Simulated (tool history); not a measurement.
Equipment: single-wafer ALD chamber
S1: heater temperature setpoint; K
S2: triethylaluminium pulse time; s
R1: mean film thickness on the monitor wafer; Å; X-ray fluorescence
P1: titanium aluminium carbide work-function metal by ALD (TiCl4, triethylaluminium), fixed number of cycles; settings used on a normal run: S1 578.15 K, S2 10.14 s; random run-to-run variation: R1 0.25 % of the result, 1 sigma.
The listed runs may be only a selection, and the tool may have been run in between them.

{"run": 1, "hour": 8.6, "S1": 578.15, "S2": 10.14, "R1": 20.956}
{"run": 2, "hour": 16.0, "S1": 554.15, "S2": 13.44, "R1": 19.252}
{"run": 3, "hour": 22.9, "S1": 578.15, "S2": 13.24, "R1": 21.41}
{"hour": 24.3, "done": "triethylaluminium bottle replaced"}
{"run": 4, "hour": 28.5, "S1": 578.15, "S2": 4.61, "R1": 17.107}
{"run": 5, "hour": 33.7, "S1": 578.15, "S2": 10.14, "R1": 20.842}
{"run": 6, "hour": 40.1, "S1": 578.15, "S2": 10.14, "R1": 20.971}
{"run": 7, "hour": 46.3, "S1": 578.15, "S2": 10.14, "R1": 20.949}
{"run": 8, "hour": 52.9, "S1": 595.15, "S2": 10.14, "R1": 22.42}
{"run": 9, "hour": 63.1, "S1": 553.15, "S2": 10.14, "R1": 18.777}
{"run": 10, "hour": 72.9, "S1": 578.15, "S2": 10.14, "R1": 21.016}
{"run": 11, "hour": 79.5, "S1": 578.15, "S2": 10.14, "R1": 20.848}
{"run": 12, "hour": 84.6, "S1": 578.15, "S2": 10.14, "R1": 20.684}
{"run": 13, "hour": 93.0, "S1": 578.15, "S2": 10.14, "R1": 20.665}
{"run": 14, "hour": 98.3, "S1": 578.15, "S2": 10.14, "R1": 20.663}
{"run": 15, "hour": 103.0, "S1": 578.15, "S2": 10.14, "R1": 20.565}
{"run": 16, "hour": 111.7, "S1": 578.15, "S2": 10.14, "R1": 20.524}
{"run": 17, "hour": 119.1, "S1": 578.15, "S2": 10.14, "R1": 20.458}
{"run": 18, "hour": 124.6, "S1": 578.15, "S2": 10.14, "R1": 20.497}
{"run": 19, "hour": 134.8, "S1": 578.15, "S2": 10.14, "R1": 20.444}
{"run": 20, "hour": 144.3, "S1": 578.15, "S2": 10.14, "R1": 20.365}

Expected results for the next run?
{"run": 21, "hour": 151.4, "S1": 578.15, "S2": 10.14, "R1": "?"}

{"run 21": {"R1": 20.334}}

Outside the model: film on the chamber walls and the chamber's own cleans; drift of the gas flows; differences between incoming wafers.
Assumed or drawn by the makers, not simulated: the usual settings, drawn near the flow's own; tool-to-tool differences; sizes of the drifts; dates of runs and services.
